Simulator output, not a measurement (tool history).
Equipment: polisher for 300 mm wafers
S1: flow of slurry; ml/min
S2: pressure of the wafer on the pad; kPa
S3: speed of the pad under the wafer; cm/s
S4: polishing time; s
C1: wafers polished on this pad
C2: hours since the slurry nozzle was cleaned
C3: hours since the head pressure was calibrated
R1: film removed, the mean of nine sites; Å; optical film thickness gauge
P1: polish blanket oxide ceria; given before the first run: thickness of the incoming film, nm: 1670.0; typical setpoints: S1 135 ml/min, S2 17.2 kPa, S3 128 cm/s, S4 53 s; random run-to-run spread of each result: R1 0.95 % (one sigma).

{"run": 1, "hour": 8.5, "S1": 135, "S2": 17.2, "S3": 128, "S4": 53, "C1": 529, "C2": 548.8, "C3": 226.0, "R1": 2160.5}
{"run": 2, "hour": 20.1, "S1": 135, "S2": 17.2, "S3": 172, "S4": 53, "C1": 655, "C2": 560.4, "C3": 237.6, "R1": 2863.5}
{"run": 3, "hour": 31.9, "S1": 135, "S2": 17.2, "S3": 128, "S4": 28, "C1": 783, "C2": 572.2, "C3": 249.4, "R1": 1133.4}
{"run": 4, "hour": 40.9, "S1": 135, "S2": 17.2, "S3": 58, "S4": 53, "C1": 881, "C2": 581.2, "C3": 258.4, "R1": 978.16}
{"run": 5, "hour": 56.2, "S1": 85, "S2": 12.4, "S3": 128, "S4": 53, "C1": 1047, "C2": 596.5, "C3": 273.7, "R1": 1404.6}
{"run": 6, "hour": 69.6, "S1": 90, "S2": 17.2, "S3": 190, "S4": 53, "C1": 1192, "C2": 609.9, "C3": 287.1, "R1": 2920.8}
{"run": 7, "hour": 83.7, "S1": 135, "S2": 17.2, "S3": 128, "S4": 53, "C1": 1345, "C2": 624.0, "C3": 301.2, "R1": 2133.6}
{"run": 8, "hour": 92.9, "S1": 135, "S2": 26.9, "S3": 128, "S4": 53, "C1": 1445, "C2": 633.2, "C3": 310.4, "R1": 3314.8}
{"run": 9, "hour": 107.7, "S1": 135, "S2": 8.3, "S3": 128, "S4": 53, "C1": 1606, "C2": 648.0, "C3": 325.2, "R1": 1009.9}
{"run": 10, "hour": 125.4, "S1": 135, "S2": 17.2, "S3": 128, "S4": 79, "C1": 1798, "C2": 665.7, "C3": 342.9, "R1": 3195.7}
{"run": 11, "hour": 136.4, "S1": 80, "S2": 17.2, "S3": 128, "S4": 53, "C1": 1918, "C2": 676.7, "C3": 353.9, "R1": 1893.1}
{"hour": 148.7, "done": "slurry nozzle cleaned"}
{"run": 12, "hour": 153.7, "S1": 135, "S2": 17.2, "S3": 128, "S4": 53, "C1": 2106, "C2": 5.0, "C3": 371.2, "R1": 2159.8}
{"run": 13, "hour": 169.1, "S1": 195, "S2": 17.2, "S3": 128, "S4": 53, "C1": 2273, "C2": 20.4, "C3": 386.6, "R1": 2298.3}
{"hour": 179.6, "done": "head pressure recalibrated"}
{"run": 14, "hour": 181.9, "S1": 135, "S2": 17.2, "S3": 128, "S4": 53, "C1": 2412, "C2": 33.2, "C3": 2.3, "R1": 2123.1}
{"run": 15, "hour": 199.2, "S1": 135, "S2": 17.2, "S3": 128, "S4": 53, "C1": 2600, "C2": 50.5, "C3": 19.6, "R1": 2125.6}
{"run": 16, "hour": 217.7, "S1": 135, "S2": 17.2, "S3": 128, "S4": 53, "C1": 2801, "C2": 69.0, "C3": 38.1, "R1": 2133.4}
{"run": 17, "hour": 227.7, "S1": 135, "S2": 17.2, "S3": 128, "S4": 53, "C1": 2909, "C2": 79.0, "C3": 48.1, "R1": 2132.3}
{"run": 18, "hour": 240.0, "S1": 135, "S2": 17.2, "S3": 128, "S4": 53, "C1": 3043, "C2": 91.3, "C3": 60.4, "R1": 2115.7}
{"run": 19, "hour": 256.6, "S1": 135, "S2": 17.2, "S3": 128, "S4": 53, "C1": 3223, "C2": 107.9, "C3": 77.0, "R1": 1996.4}
{"hour": 264.9, "done": "head pressure recalibrated"}
{"run": 20, "hour": 272.1, "S1": 135, "S2": 17.2, "S3": 128, "S4": 53, "C1": 3391, "C2": 123.4, "C3": 7.3, "R1": 1987.0}
{"run": 21, "hour": 288.9, "S1": 135, "S2": 17.2, "S3": 128, "S4": 53, "C1": 3574, "C2": 140.2, "C3": 24.1, "R1": 1982.3}
{"run": 22, "hour": 304.5, "S1": 135, "S2": 17.2, "S3": 128, "S4": 53, "C1": 3743, "C2": 155.8, "C3": 39.7, "R1": 1956.6}
{"run": 23, "hour": 321.7, "S1": 135, "S2": 17.2, "S3": 128, "S4": 53, "C1": 3930, "C2": 173.0, "C3": 56.9, "R1": 1961.6}

P1 no longer gives what it gave before; its output has crept away from where it was. The following 2 causes, each at its listed size, fit the log equally well:
A: slurry flow missing at the pad, % = 33.1
B: removal rate lost through wear of the pad, % = 8.81
The creep began at about hour 227.7.
The rest of the possible causes, and what rules out each one:
head's pressure below its setpoint, %: was serviced at hour 264.9, once the creep was under way, yet the earlier output never came back

Each of the check runs listed below is run on 3 wafers and reports their average, with the results left as question marks. Pick the one under which the possible causes would lead to clearly different results.
{"run": "check 1", "hour": 338.9, "S1": 135, "S2": 9.0, "S3": 128, "S4": 53, "R1": "?"}
{"run": "check 2", "hour": 338.9, "S1": 90, "S2": 17.2, "S3": 128, "S4": 35, "R1": "?"}
{"run": "check 3", "hour": 338.9, "S1": 135, "S2": 26.2, "S3": 128, "S4": 53, "R1": "?"}
{"run": "check 4", "hour": 338.9, "S1": 135, "S2": 21.4, "S3": 158, "S4": 53, "R1": "?"}

What each check would give under each cause:
check=check_1 result=R1 if_A=1013.50 if_B=1013.50
check=check_2 result=R1 if_A=1128.10 if_B=1172.60
check=check_3 result=R1 if_A=2962.50 if_B=2962.40
check=check_4 result=R1 if_A=2983.20 if_B=2983.10
Gap, in per cent, between the two causes that each check separates least, read from the result that separates them most: check 1 0 %; check 2 3.87 %; check 3 0 %; check 4 0 %
The other checks would show nearly matching results whichever cause is true, so check 2 is the only one that separates the causes.

The results of check 2 are: R1 1169.00 Å. Based on these, which of the listed causes is it?

Of the candidate causes, it is B: removal rate lost through wear of the pad, %.
